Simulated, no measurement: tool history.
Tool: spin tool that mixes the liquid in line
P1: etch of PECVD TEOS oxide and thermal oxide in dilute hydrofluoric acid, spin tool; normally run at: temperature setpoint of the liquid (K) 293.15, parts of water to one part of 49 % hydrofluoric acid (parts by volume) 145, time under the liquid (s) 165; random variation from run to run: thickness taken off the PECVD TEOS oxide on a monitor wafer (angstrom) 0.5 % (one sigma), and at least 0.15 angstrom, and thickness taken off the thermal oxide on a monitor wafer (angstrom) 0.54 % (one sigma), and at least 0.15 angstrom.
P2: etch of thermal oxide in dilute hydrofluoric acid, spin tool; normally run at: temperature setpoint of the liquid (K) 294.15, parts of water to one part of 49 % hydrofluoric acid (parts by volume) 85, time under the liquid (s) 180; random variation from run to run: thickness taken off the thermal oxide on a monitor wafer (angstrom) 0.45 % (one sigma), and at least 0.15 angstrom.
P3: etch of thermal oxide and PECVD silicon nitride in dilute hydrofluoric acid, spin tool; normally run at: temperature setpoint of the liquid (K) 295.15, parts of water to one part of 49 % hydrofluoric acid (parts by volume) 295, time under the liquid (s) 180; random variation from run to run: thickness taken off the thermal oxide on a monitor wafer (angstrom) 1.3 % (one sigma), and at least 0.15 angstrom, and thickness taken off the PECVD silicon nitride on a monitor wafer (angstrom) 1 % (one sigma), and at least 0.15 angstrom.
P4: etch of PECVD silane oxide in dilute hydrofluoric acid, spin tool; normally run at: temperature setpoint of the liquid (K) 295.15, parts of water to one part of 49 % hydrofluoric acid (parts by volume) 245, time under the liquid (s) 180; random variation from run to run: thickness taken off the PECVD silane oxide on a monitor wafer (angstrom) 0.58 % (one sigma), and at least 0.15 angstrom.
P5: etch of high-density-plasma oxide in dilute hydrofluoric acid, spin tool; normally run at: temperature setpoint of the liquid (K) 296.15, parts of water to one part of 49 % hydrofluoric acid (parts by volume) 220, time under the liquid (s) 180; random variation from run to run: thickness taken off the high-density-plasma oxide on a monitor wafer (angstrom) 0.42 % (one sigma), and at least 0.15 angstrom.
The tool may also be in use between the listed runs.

run   hour  process that ran  temperature setpoint of the liquid (K)  parts of water to one part of 49 % hydrofluoric acid (parts by volume)  time under the liquid (s)  hours since the thermometer was replaced  hours since the hydrofluoric acid flow meter was replaced  thickness taken off the PECVD TEOS oxide on a monitor wafer (angstrom)  thickness taken off the thermal oxide on a monitor wafer (angstrom)  thickness taken off the high-density-plasma oxide on a monitor wafer (angstrom)  thickness taken off the PECVD silane oxide on a monitor wafer (angstrom)  thickness taken off the PECVD silicon nitride on a monitor wafer (angstrom)
  1    7.0                P1                                  293.15                                                                     145                        165                                    1514.3                                                      185.1                                                                 171.480                                                               45.267
  2   11.1                P5                                  296.15                                                                     220                        320                                    1518.4                                                      189.2                                                                                                                                                                                                                       109.100
  3   14.9                P4                                  295.15                                                                     125                        180                                    1522.2                                                      193.0                                                                                                                                                                                                                                                                                                 276.960
  4   20.9                P4                                  290.15                                                                     245                        180                                    1528.2                                                      199.0                                                                                                                                                                                                                                                                                                 103.310
  5   27.6                P2                                  294.15                                                                      85                        260                                    1534.9                                                      205.7                                                                                                                                      131.290
  6   34.4                P3                                  295.15                                                                     295                        180                                    1541.7                                                      212.5                                                                                                                                       19.756                                                                                                                                                                                                                                  24.377
  7   38.8                P5                                  296.15                                                                      40                        180                                    1546.1                                                      216.9                                                                                                                                                                                                                       415.130
  8   45.3                P1                                  293.15                                                                     145                        165                                    1552.6                                                      223.4                                                                 170.850                                                               44.950
  9   50.2                P1                                  293.15                                                                     145                        330                                    1557.5                                                      228.3                                                                 340.570                                                               90.525
 10   56.8                P4                                  295.15                                                                     245                        180                                    1564.1                                                      234.9                                                                                                                                                                                                                                                                                                 124.170
 11   62.1                P3                                  295.15                                                                     295                        280                                    1569.4                                                      240.2                                                                                                                                       30.749                                                                                                                                                                                                                                  38.075
 12   69.9                P1                                  293.15                                                                      45                        165                                    1577.2                                                      248.0                                                                 613.470                                                              160.280
 13   77.1                P4                                  295.15                                                                     245                        180                                    1584.4                                                      255.2                                                                                                                                                                                                                                                                                                 124.370
 14   84.6                P1                                  293.15                                                                     145                        165                                    1591.9                                                      262.7                                                                 172.250                                                               45.152
 15   88.4                P3                                  302.65                                                                     295                        180                                    1595.7                                                      266.5                                                                                                                                       25.316                                                                                                                                                                                                                                  38.159
 16   92.3                P5                                  296.15                                                                     220                        180                                    1599.6                                                      270.4                                                                                                                                                                                                                        61.537
 17   99.5                P2                                  294.15                                                                      30                        180                                    1606.8                                                      277.6                                                                                                                                      272.330
 18  106.5                P1                                  300.15                                                                      65                        165                                    1613.8                                                      284.6                                                                 549.450                                                              146.340
 19  112.8                P2                                  300.15                                                                      85                        180                                    1620.1                                                      290.9                                                                                                                                      114.530
 20  116.5                P5                                  291.65                                                                     220                        180                                    1623.8                                                      294.6                                                                                                                                                                                                                        51.465
 21  121.8                P3                                  295.15                                                                     295                        180                                    1629.1                                                      299.9                                                                                                                                       19.136                                                                                                                                                                                                                                  24.493
 22  126.8                P1                                  290.15                                                                     145                        165                                    1634.1                                                      304.9                                                                 152.340                                                               39.633
 23  130.9                P1                                  293.15                                                                     145                        165                                    1638.2                                                      309.0                                                                 171.970                                                               44.455
 24  136.0                P1                                  293.15                                                                     145                         85                                    1643.3                                                      314.1                                                                  87.947                                                               22.904
 25  139.3                P1                                  298.65                                                                     145                        165                                    1646.6                                                      317.4                                                                 211.140                                                               56.340
 26  144.9                P3                                  295.15                                                                      50                        180                                    1652.2                                                      323.0                                                                                                                                      150.830                                                                                                                                                                                                                                 141.130
 27  151.1                P1                                  293.15                                                                     145                        165                                    1658.4                                                      329.2                                                                 170.460                                                               44.854
 28  155.5                P2                                  294.15                                                                      85                        180                                    1662.8                                                      333.6                                                                                                                                       89.255
 29  159.3                P4                                  295.15                                                                     245                         85                                    1666.6                                                      337.4                                                                                                                                                                                                                                                                                                  59.133
 30  162.8                P1                                  293.15                                                                     200                        165                                    1670.1                                                      340.9                                                                 118.330                                                               31.036
 31  166.7                P1                                  293.15                                                                     145                        165                                    1674.0                                                      344.8                                                                 170.790                                                               45.534
 32  172.1                P1                                  293.15                                                                     145                        165                                    1679.4                                                      350.2                                                                 177.300                                                               46.696
 33  179.4                P1                                  293.15                                                                     145                        165                                    1686.7                                                      357.5                                                                 179.200                                                               47.756
 34  183.9                P1                                  293.15                                                                     145                        165                                    1691.2                                                      362.0                                                                 181.780                                                               48.288
 35  190.8                P1                                  293.15                                                                     145                        165                                    1698.1                                                      368.9                                                                 184.540                                                               48.345
 36  196.9                P1                                  293.15                                                                     145                        165                                    1704.2                                                      375.0                                                                 184.260                                                               47.820
 37  202.6                P1                                  293.15                                                                     145                        165                                    1709.9                                                      380.7                                                                 186.730                                                               48.674
 38  206.1                P1                                  293.15                                                                     145                        165                                    1713.4                                                      384.2                                                                 184.440                                                               48.648
 39  212.9                P1                                  293.15                                                                     145                        165                                    1720.2                                                      391.0                                                                 184.080                                                               49.190
 40  220.7                P1                                  293.15                                                                     145                        165                                    1728.0                                                      398.8                                                                 186.020                                                               48.610

What P1 gives has crept away from where it was. These 2 causes fit the log equally well, each at the size given:
A: hydrofluoric acid flow above the setpoint (%) = 7.74
B: liquid hotter than its thermometer reads (K) = 2.17
The creep began at about hour 166.7.

4 check runs are offered, each on 2 wafers whose results are averaged, their results left as question marks. Which one tells the causes apart?
check 1  228.5                P2                                  294.15                                                                      85                        255                                                                                                                                                                                                                                                 ?
check 2  228.5                P3                                  302.15                                                                      65                        180                                                                                                                                                                                                                                                 ?                                                                                                                                                                                                                                       ?
check 3  228.5                P5                                  296.15                                                                     125                        180                                                                                                                                                                                                                                                                                                                                  ?
check 4  228.5                P4                                  290.15                                                                     245                        180                                                                                                                                                                                                                                                                                                                                                                                                            ?

What each check would give under each cause:
  check                                                                           result     if A     if B
check 1              thickness taken off the thermal oxide on a monitor wafer (angstrom)  138.050  138.960
check 2              thickness taken off the thermal oxide on a monitor wafer (angstrom)  163.780  164.190
check 2      thickness taken off the PECVD silicon nitride on a monitor wafer (angstrom)  183.730  196.000
check 3  thickness taken off the high-density-plasma oxide on a monitor wafer (angstrom)  130.590  130.500
check 4         thickness taken off the PECVD silane oxide on a monitor wafer (angstrom)  112.560  111.820
How far apart the two closest causes lie, in the result that separates them most: check 1 0.66 %; check 2 6.47 %; check 3 0.06 %; check 4 0.66 %
Only check 2 tells the causes apart: in the others they would give nearly the same result.

Then check 2 was run and gave: thickness taken off the thermal oxide on a monitor wafer (angstrom) 166.430; thickness taken off the PECVD silicon nitride on a monitor wafer (angstrom) 183.500. Which cause is it?

It is A: hydrofluoric acid flow above the setpoint (%).

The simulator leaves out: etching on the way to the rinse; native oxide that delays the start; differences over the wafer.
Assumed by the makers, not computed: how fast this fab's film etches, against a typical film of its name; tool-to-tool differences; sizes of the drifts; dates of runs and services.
